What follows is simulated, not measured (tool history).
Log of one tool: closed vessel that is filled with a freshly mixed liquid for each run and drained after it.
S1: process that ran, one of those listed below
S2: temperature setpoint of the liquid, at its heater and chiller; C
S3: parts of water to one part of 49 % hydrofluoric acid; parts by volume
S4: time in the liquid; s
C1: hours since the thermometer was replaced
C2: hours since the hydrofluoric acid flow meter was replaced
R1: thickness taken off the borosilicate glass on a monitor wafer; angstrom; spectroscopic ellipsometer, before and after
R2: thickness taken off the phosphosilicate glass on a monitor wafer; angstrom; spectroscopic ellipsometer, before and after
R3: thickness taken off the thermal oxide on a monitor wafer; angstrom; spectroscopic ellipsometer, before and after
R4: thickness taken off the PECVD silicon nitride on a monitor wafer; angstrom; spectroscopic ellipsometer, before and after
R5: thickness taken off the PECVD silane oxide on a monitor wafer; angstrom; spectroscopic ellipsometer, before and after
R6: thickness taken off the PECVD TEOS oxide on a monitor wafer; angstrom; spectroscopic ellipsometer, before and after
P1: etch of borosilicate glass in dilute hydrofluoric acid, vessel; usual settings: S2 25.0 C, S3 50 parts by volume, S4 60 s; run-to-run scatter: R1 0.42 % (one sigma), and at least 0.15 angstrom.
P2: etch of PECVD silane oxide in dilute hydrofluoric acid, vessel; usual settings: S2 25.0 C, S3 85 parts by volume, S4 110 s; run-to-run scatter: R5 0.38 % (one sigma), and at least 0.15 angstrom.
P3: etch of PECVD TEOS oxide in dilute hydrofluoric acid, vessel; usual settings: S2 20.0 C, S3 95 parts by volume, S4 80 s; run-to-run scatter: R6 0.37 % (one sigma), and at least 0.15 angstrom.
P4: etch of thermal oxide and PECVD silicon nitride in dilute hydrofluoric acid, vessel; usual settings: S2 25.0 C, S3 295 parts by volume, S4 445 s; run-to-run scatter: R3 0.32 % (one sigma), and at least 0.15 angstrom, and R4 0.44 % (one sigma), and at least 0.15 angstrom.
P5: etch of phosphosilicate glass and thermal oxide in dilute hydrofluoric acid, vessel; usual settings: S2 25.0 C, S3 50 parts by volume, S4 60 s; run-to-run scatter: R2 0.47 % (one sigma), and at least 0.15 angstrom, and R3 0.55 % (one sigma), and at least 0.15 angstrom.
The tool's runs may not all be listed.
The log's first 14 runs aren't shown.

{"run": 15, "hour": 92.1, "S1": "P1", "S2": 25.0, "S3": 50, "S4": 60, "C1": 1758.1, "C2": 902.2, "R1": 229.55}
{"run": 16, "hour": 95.6, "S1": "P1", "S2": 25.0, "S3": 50, "S4": 30, "C1": 1761.6, "C2": 905.7, "R1": 114.02}
{"run": 17, "hour": 103.5, "S1": "P1", "S2": 25.0, "S3": 75, "S4": 60, "C1": 1769.5, "C2": 913.6, "R1": 147.99}
{"run": 18, "hour": 108.1, "S1": "P2", "S2": 30.0, "S3": 85, "S4": 110, "C1": 1774.1, "C2": 918.2, "R5": 248.92}
{"run": 19, "hour": 112.4, "S1": "P4", "S2": 25.0, "S3": 295, "S4": 445, "C1": 1778.4, "C2": 922.5, "R3": 61.267, "R4": 93.333}
{"run": 20, "hour": 117.9, "S1": "P2", "S2": 25.0, "S3": 85, "S4": 110, "C1": 1783.9, "C2": 928.0, "R5": 204.83}
{"run": 21, "hour": 124.6, "S1": "P3", "S2": 20.0, "S3": 95, "S4": 140, "C1": 1790.6, "C2": 934.7, "R6": 193.37}
{"run": 22, "hour": 131.7, "S1": "P4", "S2": 25.0, "S3": 295, "S4": 700, "C1": 1797.7, "C2": 941.8, "R3": 96.044, "R4": 145.45}
{"run": 23, "hour": 139.1, "S1": "P3", "S2": 20.0, "S3": 95, "S4": 80, "C1": 1805.1, "C2": 949.2, "R6": 110.6}
{"run": 24, "hour": 145.1, "S1": "P5", "S2": 25.0, "S3": 50, "S4": 105, "C1": 1811.1, "C2": 955.2, "R2": 1732.6, "R3": 111.35}
{"run": 25, "hour": 149.6, "S1": "P2", "S2": 25.0, "S3": 135, "S4": 110, "C1": 1815.6, "C2": 959.7, "R5": 121.1}
{"run": 26, "hour": 157.6, "S1": "P5", "S2": 25.0, "S3": 20, "S4": 60, "C1": 1823.6, "C2": 967.7, "R2": 2576.4, "R3": 164.02}
{"run": 27, "hour": 161.1, "S1": "P1", "S2": 29.0, "S3": 20, "S4": 60, "C1": 1827.1, "C2": 971.2, "R1": 707.44}
{"run": 28, "hour": 165.4, "S1": "P1", "S2": 20.0, "S3": 50, "S4": 60, "C1": 1831.4, "C2": 975.5, "R1": 186.99}
{"run": 29, "hour": 173.4, "S1": "P1", "S2": 25.0, "S3": 50, "S4": 120, "C1": 1839.4, "C2": 983.5, "R1": 462.28}
{"run": 30, "hour": 178.7, "S1": "P1", "S2": 25.0, "S3": 50, "S4": 60, "C1": 1844.7, "C2": 988.8, "R1": 229.97}
{"run": 31, "hour": 183.4, "S1": "P1", "S2": 25.0, "S3": 20, "S4": 60, "C1": 1849.4, "C2": 993.5, "R1": 598.39}
{"run": 32, "hour": 190.1, "S1": "P2", "S2": 25.0, "S3": 85, "S4": 35, "C1": 1856.1, "C2": 1000.2, "R5": 64.835}

Run 33 comes next. What will it give?
{"run": 33, "hour": 197.8, "S1": "P1", "S2": 25.0, "S3": 50, "S4": 60, "C1": 1863.8, "C2": 1007.9, "R1": "?"}

R1: 231.72 angstrom
